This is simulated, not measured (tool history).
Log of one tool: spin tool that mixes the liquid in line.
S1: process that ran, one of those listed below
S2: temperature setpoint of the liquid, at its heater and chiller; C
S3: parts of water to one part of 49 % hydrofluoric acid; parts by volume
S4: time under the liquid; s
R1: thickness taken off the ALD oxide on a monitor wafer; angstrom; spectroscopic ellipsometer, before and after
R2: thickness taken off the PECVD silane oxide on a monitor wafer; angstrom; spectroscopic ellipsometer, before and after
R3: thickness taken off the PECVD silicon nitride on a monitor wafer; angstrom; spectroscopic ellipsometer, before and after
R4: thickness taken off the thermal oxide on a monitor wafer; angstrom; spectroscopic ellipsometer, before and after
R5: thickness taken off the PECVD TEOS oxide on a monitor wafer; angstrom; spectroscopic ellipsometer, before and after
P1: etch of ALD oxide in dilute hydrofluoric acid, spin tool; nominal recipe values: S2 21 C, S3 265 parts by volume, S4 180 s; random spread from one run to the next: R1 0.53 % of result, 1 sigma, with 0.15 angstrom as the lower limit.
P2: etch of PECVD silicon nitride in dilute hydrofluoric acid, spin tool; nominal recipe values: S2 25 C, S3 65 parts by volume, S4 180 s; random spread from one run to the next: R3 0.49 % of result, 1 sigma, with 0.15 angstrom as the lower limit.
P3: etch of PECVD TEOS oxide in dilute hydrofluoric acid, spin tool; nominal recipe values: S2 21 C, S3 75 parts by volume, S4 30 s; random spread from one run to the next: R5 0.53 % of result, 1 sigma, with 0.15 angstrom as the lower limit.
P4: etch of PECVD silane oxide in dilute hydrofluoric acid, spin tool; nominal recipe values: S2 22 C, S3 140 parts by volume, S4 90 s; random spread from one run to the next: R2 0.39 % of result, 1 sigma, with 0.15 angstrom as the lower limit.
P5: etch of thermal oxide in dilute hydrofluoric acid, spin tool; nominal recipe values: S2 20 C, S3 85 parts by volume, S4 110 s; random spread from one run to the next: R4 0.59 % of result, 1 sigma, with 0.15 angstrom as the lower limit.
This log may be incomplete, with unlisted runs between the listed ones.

run	hour	S1	S2	S3	S4	R1	R2	R3	R4	R5
1	4.5	P1	21	265	180	71.186				
2	8.9	P4	22	140	20		36.926			
3	12	P1	17	265	180	61.313				
4	16.4	P2	25	115	180			64.092		
5	19.9	P5	20	85	15				7.3415	
6	23.6	P1	21	450	180	35.882				
7	26.1	P1	21	265	180	71.461				
8	30.6	P1	21	60	315	688.95				
9	34.2	P2	25	65	95			59.174		
10	38.1	P5	20	85	110				53.883	
11	40.1	P4	27.5	140	90		205.75			
12	44.7	P4	22	140	90		167.59			
13	47.7	P5	20	55	110				86.693	
14	50.3	P2	25	65	180			111.77		
15	52.4	P4	22	140	90		167			
16	55.9	P5	20	85	110				53.913	
17	58.7	P1	21	265	270	106.9				
18	61.8	P1	21	155	180	136.87				
19	65.8	P3	17	75	30					83.267
20	68.2	P3	21	140	30					49.576
21	70.9	P1	21	265	180	70.844				
22	73.8	P5	17	85	110				47.831	
23	76.6	P3	21	75	30					98.738
24	80.4	P4	22	250	90		83.371			
25	82.8	P1	21	265	180	71.135				
26	86.6	P1	21	265	180	71.078				
27	88.7	P3	21	75	65					215.58
28	92.1	P1	21	265	180	71.63				
29	96	P2	29.5	65	180			151.36		
30	98.4	P1	28	265	180	91.153				
31	101	P1	21	265	95	37.201				
32	105.5	P1	26.5	265	25	11.962				
33	108.3	P2	25	65	180			111.54		
34	111.7	P1	21	265	180	70.839				
35	116.3	P1	21	265	180	74.478				
36	120.7	P1	21	265	180	75.796				
37	125	P1	21	265	180	76.29				
38	128.1	P1	21	265	180	76.2				
39	130.7	P1	21	265	180	76.089				
40	133.7	P1	21	265	180	75.689				

What P1 gives has crept away from where it was. These 2 causes fit the log equally well, each at the size given:
A: liquid hotter than its thermometer reads (K) = 1.8
B: hydrofluoric acid flow above the setpoint (%) = 5.38
At approximately hour 111.7, the process output began to creep.

Which of the 4 check runs listed below separates the causes, so that each cause would produce a clearly different result? Each run uses one wafer, and its results are marked with question marks.
check 1	136.7	P5	20	85	25				?	
check 2	136.7	P3	21	130	45					?
check 3	136.7	P4	27	245	90		?			
check 4	136.7	P2	25	105	180			?		

Predicted outcomes, by check and by cause:
check	result	if A	if B
check 1	R4	13.194	12.975
check 2	R5	86.785	85.793
check 3	R2	108.93	109.42
check 4	R3	78.563	73.646
Smallest distance between any two causes, each pair judged by its most separating result, in per cent: check 1 1.67 %; check 2 1.15 %; check 3 0.45 %; check 4 6.46 %
Check 4 is the one run that separates the causes; every other check would come out nearly the same whichever cause is at work.

Then check 4 was run and gave: R3 78.439 angstrom. Which cause is it?

It is A: liquid hotter than its thermometer reads (K).

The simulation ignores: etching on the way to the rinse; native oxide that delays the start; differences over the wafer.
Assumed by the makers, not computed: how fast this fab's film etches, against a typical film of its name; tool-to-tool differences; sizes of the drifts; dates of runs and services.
